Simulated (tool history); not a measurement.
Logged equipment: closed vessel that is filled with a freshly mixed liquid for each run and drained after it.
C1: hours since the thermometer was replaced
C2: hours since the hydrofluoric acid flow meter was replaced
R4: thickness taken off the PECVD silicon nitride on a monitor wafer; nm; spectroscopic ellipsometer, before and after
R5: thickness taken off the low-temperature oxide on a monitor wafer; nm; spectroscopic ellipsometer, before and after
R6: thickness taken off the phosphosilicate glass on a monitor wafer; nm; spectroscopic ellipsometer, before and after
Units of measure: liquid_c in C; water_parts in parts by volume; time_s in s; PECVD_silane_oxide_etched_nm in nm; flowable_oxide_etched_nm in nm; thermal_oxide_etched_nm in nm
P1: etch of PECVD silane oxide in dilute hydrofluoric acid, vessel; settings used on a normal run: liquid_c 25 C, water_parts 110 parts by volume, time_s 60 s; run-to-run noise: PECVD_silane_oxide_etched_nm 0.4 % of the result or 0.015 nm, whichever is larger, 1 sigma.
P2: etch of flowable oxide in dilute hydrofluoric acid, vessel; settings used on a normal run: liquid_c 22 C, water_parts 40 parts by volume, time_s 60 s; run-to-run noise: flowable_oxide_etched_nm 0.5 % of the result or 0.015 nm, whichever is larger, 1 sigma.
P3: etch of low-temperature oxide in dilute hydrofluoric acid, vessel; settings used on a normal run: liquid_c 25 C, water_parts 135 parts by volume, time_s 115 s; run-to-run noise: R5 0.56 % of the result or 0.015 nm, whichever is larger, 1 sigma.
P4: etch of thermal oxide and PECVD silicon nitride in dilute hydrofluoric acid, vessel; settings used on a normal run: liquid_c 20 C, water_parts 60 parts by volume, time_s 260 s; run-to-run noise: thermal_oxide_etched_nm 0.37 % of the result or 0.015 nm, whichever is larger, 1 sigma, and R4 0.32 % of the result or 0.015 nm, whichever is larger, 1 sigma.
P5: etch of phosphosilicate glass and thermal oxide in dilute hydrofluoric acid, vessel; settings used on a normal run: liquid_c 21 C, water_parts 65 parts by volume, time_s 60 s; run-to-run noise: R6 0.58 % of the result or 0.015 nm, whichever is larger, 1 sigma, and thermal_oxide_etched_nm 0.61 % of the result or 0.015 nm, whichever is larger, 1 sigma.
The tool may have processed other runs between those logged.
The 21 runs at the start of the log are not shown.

run 22 hour=227.4 | process=P5 liquid_c=21 water_parts=65 time_s=60 | C1=1827.3 C2=186.6 | thermal_oxide_etched_nm=3.8623 R6=167.06
run 23 hour=234.1 | process=P3 liquid_c=25 water_parts=135 time_s=45 | C1=1834 C2=193.3 | R5=9.4488
run 24 hour=241.4 | process=P3 liquid_c=25 water_parts=50 time_s=115 | C1=1841.3 C2=200.6 | R5=72.544
run 25 hour=248 | process=P1 liquid_c=25 water_parts=110 time_s=60 | C1=1847.9 C2=207.2 | PECVD_silane_oxide_etched_nm=21.044
run 26 hour=257.5 | process=P1 liquid_c=30 water_parts=110 time_s=60 | C1=1857.4 C2=216.7 | PECVD_silane_oxide_etched_nm=25.723
run 27 hour=264.8 | process=P2 liquid_c=22 water_parts=20 time_s=60 | C1=1864.7 C2=224 | flowable_oxide_etched_nm=134.47
run 28 hour=275.5 | process=P2 liquid_c=22 water_parts=40 time_s=30 | C1=1875.4 C2=234.7 | flowable_oxide_etched_nm=32.629
run 29 hour=286.7 | process=P4 liquid_c=20 water_parts=25 time_s=260 | C1=1886.6 C2=245.9 | thermal_oxide_etched_nm=44.602 R4=19.255

The next listed run, before its measurement:
run 30 hour=295.4 | process=P4 liquid_c=20 water_parts=60 time_s=260 | C1=1895.3 C2=254.6 | thermal_oxide_etched_nm=? R4=?

Run 30 produced thermal_oxide_etched_nm 17.754 nm, R4 8.2177 nm.
